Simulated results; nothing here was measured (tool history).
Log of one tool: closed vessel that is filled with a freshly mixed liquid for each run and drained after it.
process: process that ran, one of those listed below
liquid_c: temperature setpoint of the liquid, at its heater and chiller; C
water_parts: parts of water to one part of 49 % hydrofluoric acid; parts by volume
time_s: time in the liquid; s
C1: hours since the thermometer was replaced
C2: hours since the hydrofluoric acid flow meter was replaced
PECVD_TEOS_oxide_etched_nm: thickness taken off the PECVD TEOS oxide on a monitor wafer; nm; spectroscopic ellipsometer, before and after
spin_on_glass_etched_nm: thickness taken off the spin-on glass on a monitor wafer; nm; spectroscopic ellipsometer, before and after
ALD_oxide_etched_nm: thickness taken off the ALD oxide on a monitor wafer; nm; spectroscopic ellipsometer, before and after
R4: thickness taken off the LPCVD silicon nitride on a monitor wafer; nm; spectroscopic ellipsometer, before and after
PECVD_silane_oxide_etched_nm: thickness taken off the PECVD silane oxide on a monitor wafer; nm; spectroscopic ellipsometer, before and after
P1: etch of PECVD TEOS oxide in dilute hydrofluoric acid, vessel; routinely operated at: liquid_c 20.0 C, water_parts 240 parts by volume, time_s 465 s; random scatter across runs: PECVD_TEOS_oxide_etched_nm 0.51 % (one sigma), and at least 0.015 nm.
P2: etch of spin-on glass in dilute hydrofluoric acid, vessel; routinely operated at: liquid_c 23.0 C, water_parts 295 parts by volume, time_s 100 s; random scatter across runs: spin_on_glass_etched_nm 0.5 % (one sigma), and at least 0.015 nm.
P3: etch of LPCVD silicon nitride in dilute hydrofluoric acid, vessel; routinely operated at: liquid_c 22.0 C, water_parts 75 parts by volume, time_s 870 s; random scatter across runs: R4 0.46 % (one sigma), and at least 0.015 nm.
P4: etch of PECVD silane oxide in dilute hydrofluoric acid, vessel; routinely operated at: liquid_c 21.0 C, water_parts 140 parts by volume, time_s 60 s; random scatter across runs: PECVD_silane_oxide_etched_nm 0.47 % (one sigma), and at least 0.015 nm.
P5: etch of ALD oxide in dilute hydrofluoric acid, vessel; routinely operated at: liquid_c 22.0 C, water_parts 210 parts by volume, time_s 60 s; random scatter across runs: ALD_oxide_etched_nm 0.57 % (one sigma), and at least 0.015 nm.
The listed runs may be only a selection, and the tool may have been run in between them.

run 1 hour=7.1 | process=P1 liquid_c=20.0 water_parts=240 time_s=465 | C1=758.9 C2=1042.2 | PECVD_TEOS_oxide_etched_nm=23.1310
run 2 hour=15.7 | process=P2 liquid_c=23.0 water_parts=295 time_s=155 | C1=767.5 C2=1050.8 | spin_on_glass_etched_nm=9.6223
run 3 hour=31.6 | process=P5 liquid_c=22.0 water_parts=90 time_s=60 | C1=783.4 C2=1066.7 | ALD_oxide_etched_nm=13.8450
run 4 hour=45.4 | process=P5 liquid_c=17.5 water_parts=210 time_s=60 | C1=797.2 C2=1080.5 | ALD_oxide_etched_nm=4.4068
run 5 hour=56.3 | process=P1 liquid_c=20.0 water_parts=385 time_s=220 | C1=808.1 C2=1091.4 | PECVD_TEOS_oxide_etched_nm=6.0314
run 6 hour=66.3 | process=P3 liquid_c=22.0 water_parts=75 time_s=1650 | C1=818.1 C2=1101.4 | R4=8.8527
run 7 hour=75.9 | process=P1 liquid_c=17.0 water_parts=240 time_s=465 | C1=827.7 C2=1111.0 | PECVD_TEOS_oxide_etched_nm=20.3570
run 8 hour=89.2 | process=P1 liquid_c=26.0 water_parts=240 time_s=465 | C1=841.0 C2=1124.3 | PECVD_TEOS_oxide_etched_nm=28.4890
run 9 hour=96.8 | process=P1 liquid_c=20.0 water_parts=425 time_s=465 | C1=848.6 C2=1131.9 | PECVD_TEOS_oxide_etched_nm=10.9440
run 10 hour=107.7 | process=P2 liquid_c=23.0 water_parts=105 time_s=100 | C1=859.5 C2=1142.8 | spin_on_glass_etched_nm=21.4260
run 11 hour=115.4 | process=P1 liquid_c=20.0 water_parts=240 time_s=465 | C1=867.2 C2=1150.5 | PECVD_TEOS_oxide_etched_nm=22.8870
run 12 hour=123.1 | process=P1 liquid_c=20.0 water_parts=240 time_s=795 | C1=874.9 C2=1158.2 | PECVD_TEOS_oxide_etched_nm=39.1010
run 13 hour=135.8 | process=P1 liquid_c=20.0 water_parts=240 time_s=465 | C1=887.6 C2=1170.9 | PECVD_TEOS_oxide_etched_nm=23.1180
run 14 hour=150.0 | process=P3 liquid_c=22.0 water_parts=75 time_s=870 | C1=901.8 C2=1185.1 | R4=4.6525
run 15 hour=161.5 | process=P5 liquid_c=22.0 water_parts=210 time_s=60 | C1=913.3 C2=1196.6 | ALD_oxide_etched_nm=5.1737
run 16 hour=171.1 | process=P4 liquid_c=21.0 water_parts=140 time_s=60 | C1=922.9 C2=1206.2 | PECVD_silane_oxide_etched_nm=12.1660
run 17 hour=185.1 | process=P4 liquid_c=21.0 water_parts=140 time_s=60 | C1=936.9 C2=1220.2 | PECVD_silane_oxide_etched_nm=12.2240
run 18 hour=197.8 | process=P2 liquid_c=17.0 water_parts=295 time_s=100 | C1=949.6 C2=1232.9 | spin_on_glass_etched_nm=5.0004
run 19 hour=208.0 | process=P4 liquid_c=21.0 water_parts=140 time_s=90 | C1=959.8 C2=1243.1 | PECVD_silane_oxide_etched_nm=18.2020
run 20 hour=222.3 | process=P1 liquid_c=20.0 water_parts=240 time_s=465 | C1=974.1 C2=1257.4 | PECVD_TEOS_oxide_etched_nm=23.0020
run 21 hour=234.9 | process=P1 liquid_c=20.0 water_parts=240 time_s=180 | C1=986.7 C2=1270.0 | PECVD_TEOS_oxide_etched_nm=8.9936
run 22 hour=243.8 | process=P5 liquid_c=22.0 water_parts=210 time_s=30 | C1=995.6 C2=1278.9 | ALD_oxide_etched_nm=2.6398
run 23 hour=256.2 | process=P3 liquid_c=22.0 water_parts=75 time_s=870 | C1=1008.0 C2=1291.3 | R4=4.6567
run 24 hour=265.6 | process=P3 liquid_c=26.0 water_parts=75 time_s=870 | C1=1017.4 C2=1300.7 | R4=6.0847
run 25 hour=281.5 | process=P1 liquid_c=20.0 water_parts=90 time_s=465 | C1=1033.3 C2=1316.6 | PECVD_TEOS_oxide_etched_nm=71.3500
run 26 hour=289.8 | process=P4 liquid_c=21.0 water_parts=205 time_s=60 | C1=1041.6 C2=1324.9 | PECVD_silane_oxide_etched_nm=7.7942
run 27 hour=297.6 | process=P1 liquid_c=20.0 water_parts=240 time_s=465 | C1=1049.4 C2=1332.7 | PECVD_TEOS_oxide_etched_nm=23.1230
run 28 hour=309.1 | process=P2 liquid_c=23.0 water_parts=295 time_s=100 | C1=1060.9 C2=1344.2 | spin_on_glass_etched_nm=6.2390
run 29 hour=324.5 | process=P1 liquid_c=17.0 water_parts=240 time_s=250 | C1=1076.3 C2=1359.6 | PECVD_TEOS_oxide_etched_nm=11.0880
run 30 hour=339.1 | process=P3 liquid_c=22.0 water_parts=115 time_s=870 | C1=1090.9 C2=1374.2 | R4=3.0731
run 31 hour=347.3 | process=P4 liquid_c=17.0 water_parts=140 time_s=60 | C1=1099.1 C2=1382.4 | PECVD_silane_oxide_etched_nm=10.3440
run 32 hour=356.3 | process=P1 liquid_c=20.0 water_parts=240 time_s=465 | C1=1108.1 C2=1391.4 | PECVD_TEOS_oxide_etched_nm=23.2370
run 33 hour=370.3 | process=P1 liquid_c=20.0 water_parts=240 time_s=465 | C1=1122.1 C2=1405.4 | PECVD_TEOS_oxide_etched_nm=22.5420
run 34 hour=378.4 | process=P1 liquid_c=20.0 water_parts=240 time_s=465 | C1=1130.2 C2=1413.5 | PECVD_TEOS_oxide_etched_nm=22.1640
run 35 hour=391.2 | process=P1 liquid_c=20.0 water_parts=240 time_s=465 | C1=1143.0 C2=1426.3 | PECVD_TEOS_oxide_etched_nm=22.0000
run 36 hour=403.3 | process=P1 liquid_c=20.0 water_parts=240 time_s=465 | C1=1155.1 C2=1438.4 | PECVD_TEOS_oxide_etched_nm=21.8880
run 37 hour=411.2 | process=P1 liquid_c=20.0 water_parts=240 time_s=465 | C1=1163.0 C2=1446.3 | PECVD_TEOS_oxide_etched_nm=21.7710
run 38 hour=422.7 | process=P1 liquid_c=20.0 water_parts=240 time_s=465 | C1=1174.5 C2=1457.8 | PECVD_TEOS_oxide_etched_nm=21.8260
run 39 hour=438.3 | process=P1 liquid_c=20.0 water_parts=240 time_s=465 | C1=1190.1 C2=1473.4 | PECVD_TEOS_oxide_etched_nm=21.9030
run 40 hour=452.3 | process=P1 liquid_c=20.0 water_parts=240 time_s=465 | C1=1204.1 C2=1487.4 | PECVD_TEOS_oxide_etched_nm=21.6770
run 41 hour=465.0 | process=P1 liquid_c=20.0 water_parts=240 time_s=465 | C1=1216.8 C2=1500.1 | PECVD_TEOS_oxide_etched_nm=21.6480

P1 has crept away from where it was. The log is fitted equally well by each of these 2 causes, at the sizes shown:
A: hydrofluoric acid flow below the setpoint (%) = 4.69
B: liquid colder than its thermometer reads (K) = 1.56
The gradual shift began around hour 356.3.

4 check runs are offered, one wafer each, their results left as question marks. Which one tells the causes apart?
run check 1 hour=477.7 | process=P5 liquid_c=22.0 water_parts=210 time_s=60 | ALD_oxide_etched_nm=?
run check 2 hour=477.7 | process=P3 liquid_c=22.0 water_parts=75 time_s=870 | R4=?
run check 3 hour=477.7 | process=P4 liquid_c=21.0 water_parts=140 time_s=60 | PECVD_silane_oxide_etched_nm=?
run check 4 hour=477.7 | process=P2 liquid_c=23.0 water_parts=295 time_s=100 | spin_on_glass_etched_nm=?

What every check run would give for each of its results, assuming each possible cause in turn:
check=check_1 result=ALD_oxide_etched_nm if_A=4.8900 if_B=4.8870
check=check_2 result=R4 if_A=4.4532 if_B=4.1973
check=check_3 result=PECVD_silane_oxide_etched_nm if_A=11.5330 if_B=11.4540
check=check_4 result=spin_on_glass_etched_nm if_A=5.8309 if_B=5.8677
Separation of the two closest causes in each check, using whichever result separates them best: check 1 0.06 %; check 2 5.92 %; check 3 0.69 %; check 4 0.63 %
The causes can be told apart only by check 2. The other checks would give nearly the same results under each of them.

Here is what check 2 returned: R4 4.4585 nm. Which cause is it?

Of the candidate causes, it is A: hydrofluoric acid flow below the setpoint (%).
